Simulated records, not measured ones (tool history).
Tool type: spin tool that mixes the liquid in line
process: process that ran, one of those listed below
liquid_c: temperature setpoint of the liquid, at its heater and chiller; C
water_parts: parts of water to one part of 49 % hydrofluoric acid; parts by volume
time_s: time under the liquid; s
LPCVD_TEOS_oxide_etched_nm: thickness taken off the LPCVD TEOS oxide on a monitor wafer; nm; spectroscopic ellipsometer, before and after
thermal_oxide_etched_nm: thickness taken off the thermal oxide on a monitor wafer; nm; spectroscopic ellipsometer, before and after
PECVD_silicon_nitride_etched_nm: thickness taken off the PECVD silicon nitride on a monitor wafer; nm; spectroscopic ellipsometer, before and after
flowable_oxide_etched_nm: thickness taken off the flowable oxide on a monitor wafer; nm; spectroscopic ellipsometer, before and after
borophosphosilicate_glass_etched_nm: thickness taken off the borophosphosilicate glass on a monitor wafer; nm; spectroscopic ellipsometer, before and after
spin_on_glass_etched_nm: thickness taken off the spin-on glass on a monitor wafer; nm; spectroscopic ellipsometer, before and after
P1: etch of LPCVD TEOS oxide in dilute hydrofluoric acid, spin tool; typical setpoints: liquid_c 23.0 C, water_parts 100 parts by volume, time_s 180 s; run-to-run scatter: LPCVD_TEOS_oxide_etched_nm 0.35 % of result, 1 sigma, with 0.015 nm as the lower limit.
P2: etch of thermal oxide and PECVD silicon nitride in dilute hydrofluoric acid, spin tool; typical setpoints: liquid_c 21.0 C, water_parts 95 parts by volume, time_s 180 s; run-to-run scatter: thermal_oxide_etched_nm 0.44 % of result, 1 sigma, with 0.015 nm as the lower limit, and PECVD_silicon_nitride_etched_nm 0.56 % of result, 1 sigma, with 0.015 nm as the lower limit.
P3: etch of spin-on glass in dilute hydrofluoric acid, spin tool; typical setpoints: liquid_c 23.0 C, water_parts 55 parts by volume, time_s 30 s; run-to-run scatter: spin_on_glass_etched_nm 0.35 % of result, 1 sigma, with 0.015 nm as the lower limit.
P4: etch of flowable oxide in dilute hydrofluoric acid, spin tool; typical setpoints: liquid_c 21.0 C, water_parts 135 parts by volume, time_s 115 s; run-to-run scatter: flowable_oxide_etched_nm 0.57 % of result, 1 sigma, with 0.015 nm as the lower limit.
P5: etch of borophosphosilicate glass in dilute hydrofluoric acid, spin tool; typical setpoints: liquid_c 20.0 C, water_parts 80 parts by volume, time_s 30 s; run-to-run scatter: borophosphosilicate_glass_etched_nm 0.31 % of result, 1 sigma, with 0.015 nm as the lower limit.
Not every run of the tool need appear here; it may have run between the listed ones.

run	hour	process	liquid_c	water_parts	time_s	hours since the thermometer was replaced	hours since the hydrofluoric acid flow meter was replaced	LPCVD_TEOS_oxide_etched_nm	thermal_oxide_etched_nm	PECVD_silicon_nitride_etched_nm	flowable_oxide_etched_nm	borophosphosilicate_glass_etched_nm	spin_on_glass_etched_nm
1	7.1	P1	23.0	100	180	649.5	1715.7	29.4270					
2	11.2	P2	17.0	95	180	653.6	1719.8		6.5106	3.59670			
3	17.6	P1	23.0	100	180	660.0	1726.2	29.5480					
# hour 24.2: hydrofluoric acid flow meter replaced
4	24.9	P4	25.5	135	115	667.3	0.7				34.378		
5	31.6	P2	21.0	95	25	674.0	7.4		1.0266	0.66354			
6	38.9	P4	21.0	135	235	681.3	14.7				58.321		
7	46.0	P5	26.5	80	30	688.4	21.8					26.855	
8	52.3	P1	29.0	35	180	694.7	28.1	116.6700					
9	57.1	P1	23.0	160	180	699.5	32.9	17.1410					
10	63.2	P4	21.0	135	115	705.6	39.0				28.962		
11	70.7	P1	23.0	45	180	713.1	46.5	69.5390					
12	75.6	P1	17.0	100	180	718.0	51.4	22.9590					
13	81.3	P4	21.0	135	115	723.7	57.1				28.639		
14	88.2	P1	29.0	100	275	730.6	64.0	56.4450					
15	93.2	P2	21.0	95	180	735.6	69.0		7.6157	4.71040			
16	97.2	P1	23.0	100	50	739.6	73.0	8.1803					
17	104.1	P5	20.0	80	30	746.5	79.9					20.619	
18	111.3	P1	23.0	100	325	753.7	87.1	52.9860					
19	114.7	P1	23.0	100	180	757.1	90.5	29.2750					
20	119.5	P4	21.0	80	115	761.9	95.3				51.565		
21	123.5	P5	20.0	80	30	765.9	99.3					20.420	
22	128.5	P3	23.0	90	30	770.9	104.3						13.771
23	132.5	P3	17.0	55	30	774.9	108.3						18.328
24	136.0	P1	27.0	100	180	778.4	111.8	34.2740					
25	139.9	P5	20.0	130	30	782.3	115.7					11.927	
26	143.9	P2	21.0	95	180	786.3	119.7		7.6774	4.72650			
27	147.1	P1	29.5	100	320	789.5	122.9	67.0380					
28	151.7	P5	20.0	80	15	794.1	127.5					10.279	
29	157.8	P2	21.0	160	180	800.2	133.6		4.1969	2.83850			
30	161.6	P1	23.0	100	180	804.0	137.4	29.4490					
31	167.8	P1	23.0	100	180	810.2	143.6	29.2730					
32	173.2	P3	23.0	55	50	815.6	149.0						39.486
33	176.7	P3	23.0	55	30	819.1	152.5						23.579
34	181.2	P1	23.0	100	180	823.6	157.0	29.3190					

Estimate the outcome of run 35 from the log above:
35	184.8	P1	23.0	100	180	827.2	160.6	?					

LPCVD_TEOS_oxide_etched_nm: 28.6050 nm
